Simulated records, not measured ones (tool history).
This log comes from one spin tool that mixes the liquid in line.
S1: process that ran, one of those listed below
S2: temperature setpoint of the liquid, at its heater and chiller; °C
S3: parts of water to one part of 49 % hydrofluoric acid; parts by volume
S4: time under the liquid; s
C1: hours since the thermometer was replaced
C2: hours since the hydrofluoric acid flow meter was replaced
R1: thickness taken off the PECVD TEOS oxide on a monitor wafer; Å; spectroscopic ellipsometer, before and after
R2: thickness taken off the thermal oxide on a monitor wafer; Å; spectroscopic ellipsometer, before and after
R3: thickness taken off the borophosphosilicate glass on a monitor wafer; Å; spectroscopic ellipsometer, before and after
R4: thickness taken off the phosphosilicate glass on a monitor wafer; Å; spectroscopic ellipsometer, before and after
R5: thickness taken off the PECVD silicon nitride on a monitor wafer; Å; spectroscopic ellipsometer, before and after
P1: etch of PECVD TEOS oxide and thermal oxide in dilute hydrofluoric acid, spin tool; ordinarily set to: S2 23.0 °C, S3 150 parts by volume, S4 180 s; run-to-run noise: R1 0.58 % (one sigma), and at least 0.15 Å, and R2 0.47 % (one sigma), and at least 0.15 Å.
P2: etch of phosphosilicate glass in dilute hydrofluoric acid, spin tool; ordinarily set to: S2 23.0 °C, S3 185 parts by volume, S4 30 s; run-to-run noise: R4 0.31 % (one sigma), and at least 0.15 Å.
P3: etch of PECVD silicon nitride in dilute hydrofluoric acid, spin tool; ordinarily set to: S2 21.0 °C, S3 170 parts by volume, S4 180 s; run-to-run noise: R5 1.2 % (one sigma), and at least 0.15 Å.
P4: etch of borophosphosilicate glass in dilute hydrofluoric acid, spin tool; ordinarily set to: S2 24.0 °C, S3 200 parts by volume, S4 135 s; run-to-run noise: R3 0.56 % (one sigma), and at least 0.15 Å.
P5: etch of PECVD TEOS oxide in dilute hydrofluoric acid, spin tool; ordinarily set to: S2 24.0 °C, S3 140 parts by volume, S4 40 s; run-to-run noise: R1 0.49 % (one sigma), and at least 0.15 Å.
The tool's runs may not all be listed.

run	hour	S1	S2	S3	S4	C1	C2	R1	R2	R3	R4	R5
1	3.6	P1	23.0	150	180	752.9	784.6	185.460	53.529			
2	7.2	P1	23.0	150	180	756.5	788.2	185.780	53.219			
3	10.0	P5	30.5	140	40	759.3	791.0	53.747				
4	12.1	P4	24.0	200	35	761.4	793.1			51.881		
5	15.6	P1	23.0	150	180	764.9	796.6	188.770	53.598			
6	19.1	P2	23.0	185	30	768.4	800.1				278.17	
7	21.5	P5	24.0	25	40	770.8	802.5	274.740				
8	23.9	P1	23.0	150	360	773.2	804.9	371.180	106.200			
9	27.5	P3	21.0	170	180	776.8	808.5					22.093
10	29.8	P4	24.0	365	135	779.1	810.8			92.852		
11	33.5	P5	24.0	140	40	782.8	814.5	42.137				
12	37.2	P1	23.0	150	60	786.5	818.2	62.840	17.747			
13	40.5	P2	23.0	45	30	789.8	821.5				1344.50	
14	44.6	P2	23.0	185	30	793.9	825.6				277.70	
15	46.9	P2	23.0	185	15	796.2	827.9				138.53	
16	48.9	P1	18.5	210	180	798.2	829.9	105.550	30.232			
17	52.3	P1	23.0	60	180	801.6	833.3	513.830	148.960			
18	56.3	P1	23.0	150	180	805.6	837.3	185.370	53.112			
19	59.8	P3	28.5	170	180	809.1	840.8					36.713
20	61.9	P3	21.0	170	180	811.2	842.9					22.766
21	65.2	P1	27.5	150	180	814.5	846.2	223.250	62.536			
22	68.7	P1	23.0	255	180	818.0	849.7	98.580	27.615			
23	72.8	P2	28.0	185	30	822.1	853.8				335.79	
24	75.0	P3	21.0	170	305	824.3	856.0					38.753
25	77.5	P3	21.0	235	180	826.8	858.5					16.357
26	81.8	P1	23.0	150	180	831.1	862.8	184.310	53.267			
27	84.0	P4	24.0	200	135	833.3	865.0			201.580		
28	88.4	P5	24.0	140	40	837.7	869.4	42.089				
29	90.4	P5	24.0	140	70	839.7	871.4	73.832				
30	93.5	P1	17.0	150	180	842.8	874.5	147.120	41.954			
31	96.8	P4	28.5	200	135	846.1	877.8			236.280		
32	100.4	P1	23.0	150	180	849.7	881.4	184.230	53.635			
33	104.2	P1	23.0	150	180	853.5	885.2	190.470	54.816			
34	108.1	P1	23.0	150	180	857.4	889.1	194.230	55.408			

Run 35, settings as shown, results not yet in. Your forecast:
35	112.4	P1	23.0	150	180	861.7	893.4	?	?			

Logged for run 35: R1 196.850 Å, R2 56.233 Å.
